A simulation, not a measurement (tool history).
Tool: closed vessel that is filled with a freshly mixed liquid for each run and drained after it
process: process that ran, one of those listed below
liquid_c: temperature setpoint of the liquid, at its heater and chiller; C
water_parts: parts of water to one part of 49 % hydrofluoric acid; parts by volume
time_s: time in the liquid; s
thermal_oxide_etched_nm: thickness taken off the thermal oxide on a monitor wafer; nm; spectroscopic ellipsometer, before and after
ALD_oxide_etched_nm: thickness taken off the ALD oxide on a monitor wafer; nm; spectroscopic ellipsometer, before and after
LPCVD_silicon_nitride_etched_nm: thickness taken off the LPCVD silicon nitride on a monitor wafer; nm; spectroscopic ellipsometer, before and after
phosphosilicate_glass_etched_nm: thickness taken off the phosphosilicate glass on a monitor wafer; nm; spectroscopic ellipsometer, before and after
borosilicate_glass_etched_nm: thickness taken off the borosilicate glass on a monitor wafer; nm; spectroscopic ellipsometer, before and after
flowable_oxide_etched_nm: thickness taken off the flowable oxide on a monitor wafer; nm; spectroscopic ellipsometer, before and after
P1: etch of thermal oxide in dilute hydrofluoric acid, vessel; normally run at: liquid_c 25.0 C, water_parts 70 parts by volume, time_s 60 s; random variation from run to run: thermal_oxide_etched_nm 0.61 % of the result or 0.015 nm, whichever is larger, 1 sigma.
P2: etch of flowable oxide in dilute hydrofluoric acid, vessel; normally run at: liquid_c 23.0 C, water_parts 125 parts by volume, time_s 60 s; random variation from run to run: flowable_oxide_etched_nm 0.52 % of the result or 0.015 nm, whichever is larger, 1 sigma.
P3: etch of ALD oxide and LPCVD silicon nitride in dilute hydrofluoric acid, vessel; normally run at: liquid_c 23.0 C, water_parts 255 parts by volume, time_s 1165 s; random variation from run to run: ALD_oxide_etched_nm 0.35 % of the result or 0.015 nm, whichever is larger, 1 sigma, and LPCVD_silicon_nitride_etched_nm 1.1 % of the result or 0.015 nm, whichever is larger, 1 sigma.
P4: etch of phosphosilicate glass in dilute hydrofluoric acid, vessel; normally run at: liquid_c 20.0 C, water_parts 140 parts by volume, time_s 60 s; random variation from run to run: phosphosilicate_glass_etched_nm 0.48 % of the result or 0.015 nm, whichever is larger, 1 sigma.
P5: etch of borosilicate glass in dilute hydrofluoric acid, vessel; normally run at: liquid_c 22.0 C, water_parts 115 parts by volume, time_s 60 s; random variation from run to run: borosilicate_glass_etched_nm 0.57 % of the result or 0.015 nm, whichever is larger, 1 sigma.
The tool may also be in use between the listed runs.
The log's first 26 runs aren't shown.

run	hour	process	liquid_c	water_parts	time_s	hours since the thermometer was replaced	hours since the hydrofluoric acid flow meter was replaced	thermal_oxide_etched_nm	ALD_oxide_etched_nm	LPCVD_silicon_nitride_etched_nm	phosphosilicate_glass_etched_nm	borosilicate_glass_etched_nm	flowable_oxide_etched_nm
27	361.0	P5	17.0	115	60	1005.2	557.4					12.832	
28	372.2	P1	25.0	70	30	1016.4	568.6	2.1384					
29	385.2	P1	25.0	110	30	1029.4	581.6	1.2695					
30	393.2	P4	27.0	140	60	1037.4	589.6				48.682		
31	406.7	P2	28.5	125	60	1050.9	603.1						28.746
32	415.2	P1	25.0	70	60	1059.4	611.6	4.2088					
33	430.8	P1	25.0	70	60	1075.0	627.2	4.3189					
34	444.4	P1	25.0	70	60	1088.6	640.8	4.4483					
35	457.1	P1	25.0	70	60	1101.3	653.5	4.5210					
36	467.7	P1	25.0	70	60	1111.9	664.1	4.4821					
37	483.3	P1	25.0	70	60	1127.5	679.7	4.5413					
38	499.8	P1	25.0	70	60	1144.0	696.2	4.5811					

Forecast run 39:
39	508.9	P1	25.0	70	60	1153.1	705.3	?					

Run 39 gave thermal_oxide_etched_nm 4.5241 nm.

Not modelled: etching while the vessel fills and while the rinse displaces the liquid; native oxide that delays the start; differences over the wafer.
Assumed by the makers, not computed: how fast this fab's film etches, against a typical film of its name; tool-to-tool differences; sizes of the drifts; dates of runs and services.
